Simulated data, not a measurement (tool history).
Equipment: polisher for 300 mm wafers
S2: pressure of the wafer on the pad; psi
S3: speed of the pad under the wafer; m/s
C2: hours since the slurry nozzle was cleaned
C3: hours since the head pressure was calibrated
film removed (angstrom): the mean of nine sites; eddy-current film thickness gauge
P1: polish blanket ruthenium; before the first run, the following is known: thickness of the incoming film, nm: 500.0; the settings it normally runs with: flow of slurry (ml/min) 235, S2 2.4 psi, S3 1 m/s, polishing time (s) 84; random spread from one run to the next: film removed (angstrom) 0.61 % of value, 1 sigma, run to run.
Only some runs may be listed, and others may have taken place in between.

Run 1, hour 9: flow of slurry (ml/min) 235, S2 2.4 psi, S3 1 m/s, polishing time (s) 84; wafers polished on this pad 710; C2 497.1; C3 415. Result: film removed (angstrom) 1035.9.
Run 2, hour 21.4: flow of slurry (ml/min) 235, S2 2.4 psi, S3 1 m/s, polishing time (s) 84; wafers polished on this pad 856; C2 509.5; C3 427.4. Result: film removed (angstrom) 1023.7.
Run 3, hour 33.2: flow of slurry (ml/min) 145, S2 2.4 psi, S3 1 m/s, polishing time (s) 84; wafers polished on this pad 994; C2 521.3; C3 439.2. Result: film removed (angstrom) 961.55.
Run 4, hour 50.6: flow of slurry (ml/min) 235, S2 2.4 psi, S3 1 m/s, polishing time (s) 84; wafers polished on this pad 1198; C2 538.7; C3 456.6. Result: film removed (angstrom) 1016.3.
Run 5, hour 58.9: flow of slurry (ml/min) 235, S2 2.4 psi, S3 0.46 m/s, polishing time (s) 84; wafers polished on this pad 1296; C2 547; C3 464.9. Result: film removed (angstrom) 466.8.
Run 6, hour 68.7: flow of slurry (ml/min) 235, S2 2.4 psi, S3 1.36 m/s, polishing time (s) 84; wafers polished on this pad 1411; C2 556.8; C3 474.7. Result: film removed (angstrom) 1390.7.
Run 7, hour 80.7: flow of slurry (ml/min) 235, S2 1.5 psi, S3 1 m/s, polishing time (s) 84; wafers polished on this pad 1552; C2 568.8; C3 486.7. Result: film removed (angstrom) 639.96.
Run 8, hour 89.7: flow of slurry (ml/min) 235, S2 2.4 psi, S3 1 m/s, polishing time (s) 84; wafers polished on this pad 1657; C2 577.8; C3 495.7. Result: film removed (angstrom) 1021.3.
Run 9, hour 103.1: flow of slurry (ml/min) 235, S2 2.4 psi, S3 1 m/s, polishing time (s) 84; wafers polished on this pad 1814; C2 591.2; C3 509.1. Result: film removed (angstrom) 1021.3.
Run 10, hour 113.1: flow of slurry (ml/min) 235, S2 2.4 psi, S3 1 m/s, polishing time (s) 118; wafers polished on this pad 1932; C2 601.2; C3 519.1. Result: film removed (angstrom) 1420.1.
Run 11, hour 123.6: flow of slurry (ml/min) 305, S2 1.7 psi, S3 1 m/s, polishing time (s) 84; wafers polished on this pad 2055; C2 611.7; C3 529.6. Result: film removed (angstrom) 746.06.
Run 12, hour 131.7: flow of slurry (ml/min) 235, S2 3.5 psi, S3 1 m/s, polishing time (s) 84; wafers polished on this pad 2150; C2 619.8; C3 537.7. Result: film removed (angstrom) 1496.2.
Run 13, hour 147.3: flow of slurry (ml/min) 235, S2 2.4 psi, S3 1 m/s, polishing time (s) 38; wafers polished on this pad 2333; C2 635.4; C3 553.3. Result: film removed (angstrom) 454.43.
Run 14, hour 157.5: flow of slurry (ml/min) 235, S2 2.4 psi, S3 1 m/s, polishing time (s) 84; wafers polished on this pad 2453; C2 645.6; C3 563.5. Result: film removed (angstrom) 1020.4.

Expected results for the next run?
Run 15, hour 165.9: flow of slurry (ml/min) 370, S2 2.4 psi, S3 1 m/s, polishing time (s) 84; wafers polished on this pad 2551; C2 654; C3 571.9. Result: film removed (angstrom) ?.

film removed (angstrom): 1067.4
